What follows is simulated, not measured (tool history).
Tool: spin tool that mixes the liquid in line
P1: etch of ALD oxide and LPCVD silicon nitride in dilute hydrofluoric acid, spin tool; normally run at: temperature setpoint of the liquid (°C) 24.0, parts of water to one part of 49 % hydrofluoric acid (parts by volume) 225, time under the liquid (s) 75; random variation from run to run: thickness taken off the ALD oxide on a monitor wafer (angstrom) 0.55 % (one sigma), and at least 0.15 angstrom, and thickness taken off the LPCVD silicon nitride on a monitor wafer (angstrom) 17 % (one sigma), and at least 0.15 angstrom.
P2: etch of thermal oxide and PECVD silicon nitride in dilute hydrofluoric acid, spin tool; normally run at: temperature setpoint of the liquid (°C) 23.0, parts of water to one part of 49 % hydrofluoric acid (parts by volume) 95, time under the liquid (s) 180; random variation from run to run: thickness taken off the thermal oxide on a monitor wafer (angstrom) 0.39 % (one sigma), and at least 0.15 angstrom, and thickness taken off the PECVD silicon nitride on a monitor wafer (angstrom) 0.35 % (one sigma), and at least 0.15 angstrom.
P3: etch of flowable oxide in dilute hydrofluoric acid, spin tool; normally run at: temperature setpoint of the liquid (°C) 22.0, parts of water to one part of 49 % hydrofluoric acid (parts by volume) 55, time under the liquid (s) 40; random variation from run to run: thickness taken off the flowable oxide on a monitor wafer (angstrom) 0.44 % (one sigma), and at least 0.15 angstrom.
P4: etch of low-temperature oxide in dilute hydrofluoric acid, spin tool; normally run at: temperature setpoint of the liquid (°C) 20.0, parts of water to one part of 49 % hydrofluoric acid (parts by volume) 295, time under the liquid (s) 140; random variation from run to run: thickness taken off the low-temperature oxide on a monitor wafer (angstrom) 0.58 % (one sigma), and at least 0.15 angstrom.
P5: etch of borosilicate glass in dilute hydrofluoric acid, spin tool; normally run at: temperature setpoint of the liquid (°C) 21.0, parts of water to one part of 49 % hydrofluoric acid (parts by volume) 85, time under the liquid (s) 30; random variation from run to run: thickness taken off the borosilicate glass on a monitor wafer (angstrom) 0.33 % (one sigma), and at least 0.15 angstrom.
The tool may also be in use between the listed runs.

run,hour,process that ran,temperature setpoint of the liquid (°C),parts of water to one part of 49 % hydrofluoric acid (parts by volume),time under the liquid (s),hours since the thermometer was replaced,hours since the hydrofluoric acid flow meter was replaced,thickness taken off the ALD oxide on a monitor wafer (angstrom),thickness taken off the LPCVD silicon nitride on a monitor wafer (angstrom),thickness taken off the flowable oxide on a monitor wafer (angstrom),thickness taken off the low-temperature oxide on a monitor wafer (angstrom),thickness taken off the thermal oxide on a monitor wafer (angstrom),thickness taken off the PECVD silicon nitride on a monitor wafer (angstrom),thickness taken off the borosilicate glass on a monitor wafer (angstrom)
1,14.8,P1,24.0,225,75,725.0,1010.6,74.140,1.81090,,,,,
2,30.1,P1,29.0,225,75,740.3,1025.9,88.453,1.74940,,,,,
3,46.2,P1,24.0,225,15,756.4,1042.0,14.928,0.17025,,,,,
4,62.3,P3,22.0,55,20,772.5,1058.1,,,151.65,,,,
5,72.3,P4,20.0,295,140,782.5,1068.1,,,,40.238,,,
6,82.7,P4,20.0,295,245,792.9,1078.5,,,,71.041,,,
7,94.2,P1,18.5,225,75,804.4,1090.0,60.301,1.01950,,,,,
8,104.5,P2,23.0,95,180,814.7,1100.3,,,,,85.7360,84.0320,
9,116.2,P5,21.0,140,30,826.4,1112.0,,,,,,,53.672
10,125.4,P3,22.0,100,40,835.6,1121.2,,,157.10,,,,
11,140.9,P2,23.0,175,180,851.1,1136.7,,,,,42.0230,46.0350,
12,150.2,P5,21.0,85,30,860.4,1146.0,,,,,,,93.612
13,159.5,P1,29.0,225,140,869.7,1155.3,163.570,4.74690,,,,,
14,173.5,P5,21.0,85,55,883.7,1169.3,,,,,,,173.060
15,187.3,P4,27.0,295,140,897.5,1183.1,,,,51.753,,,
16,200.9,P5,26.5,85,30,911.1,1196.7,,,,,,,116.550
17,213.2,P3,26.5,55,40,923.4,1209.0,,,363.98,,,,
18,225.6,P4,20.0,295,140,935.8,1221.4,,,,40.447,,,
19,233.1,P1,24.0,225,75,943.3,1228.9,74.721,1.76670,,,,,
20,244.2,P3,22.0,55,40,954.4,1240.0,,,301.49,,,,
21,258.5,P1,24.0,225,75,968.7,1254.3,73.790,1.08470,,,,,
22,274.4,P1,24.0,225,75,984.6,1270.2,74.600,1.25060,,,,,
23,282.0,P2,31.0,95,180,992.2,1277.8,,,,,115.2900,142.1400,
24,296.1,P1,24.0,135,75,1006.3,1291.9,135.580,2.39100,,,,,
25,311.8,P1,24.0,225,110,1022.0,1307.6,108.830,1.94650,,,,,
26,327.1,P4,20.0,145,140,1037.3,1322.9,,,,96.490,,,
27,335.4,P2,23.0,95,20,1045.6,1331.2,,,,,9.6256,9.2762,
28,350.0,P1,24.0,395,75,1060.2,1345.8,35.993,0.98276,,,,,
29,362.5,P1,24.0,225,75,1072.7,1358.3,74.755,1.04360,,,,,
30,375.6,P1,24.0,225,75,1085.8,1371.4,73.661,1.76910,,,,,
31,385.1,P1,24.0,225,75,1095.3,1380.9,72.781,1.44820,,,,,
32,392.7,P1,24.0,225,75,1102.9,1388.5,71.747,1.76130,,,,,
33,407.8,P1,24.0,225,75,1118.0,1403.6,71.294,1.18140,,,,,
34,419.5,P1,24.0,225,75,1129.7,1415.3,71.027,1.32790,,,,,
35,431.5,P1,24.0,225,75,1141.7,1427.3,71.501,1.51550,,,,,
36,446.1,P1,24.0,225,75,1156.3,1441.9,70.653,1.66800,,,,,
37,461.8,P1,24.0,225,75,1172.0,1457.6,71.236,1.20300,,,,,
38,474.5,P1,24.0,225,75,1184.7,1470.3,71.147,1.26070,,,,,
39,483.5,P1,24.0,225,75,1193.7,1479.3,71.141,1.55210,,,,,
40,494.6,P1,24.0,225,75,1204.8,1490.4,70.337,1.28590,,,,,

What P1 gives has crept away from where it was. These 2 causes fit the log equally well, each at the size given:
A: liquid colder than its thermometer reads (K) = 1.39
B: hydrofluoric acid flow below the setpoint (%) = 4.03
The creep began at about hour 362.5.

4 check runs are offered, one wafer each, their results left as question marks. Which one tells the causes apart?
check 1,505.7,P2,30.5,150,180,,,,,,,?,?,
check 2,505.7,P5,21.0,125,30,,,,,,,,,?
check 3,505.7,P3,22.0,90,40,,,,,?,,,,
check 4,505.7,P4,25.0,295,140,,,,,,?,,,

What each check would give under each cause:
check,result,if A,if B
check 1,thickness taken off the thermal oxide on a monitor wafer (angstrom),63.5500,63.5890
check 1,thickness taken off the PECVD silicon nitride on a monitor wafer (angstrom),79.7280,83.2610
check 2,thickness taken off the borosilicate glass on a monitor wafer (angstrom),57.597,58.124
check 3,thickness taken off the flowable oxide on a monitor wafer (angstrom),167.49,169.37
check 4,thickness taken off the low-temperature oxide on a monitor wafer (angstrom),46.048,45.810
How far apart the two closest causes lie, in the result that separates them most: check 1 4.34 %; check 2 0.91 %; check 3 1.12 %; check 4 0.52 %
Check 1 tells the causes apart: in the others they would give nearly the same result.

Check 1 was then run and gave: thickness taken off the thermal oxide on a monitor wafer (angstrom) 63.6400; thickness taken off the PECVD silicon nitride on a monitor wafer (angstrom) 79.4620. Which cause is it?

It is A: liquid colder than its thermometer reads (K).
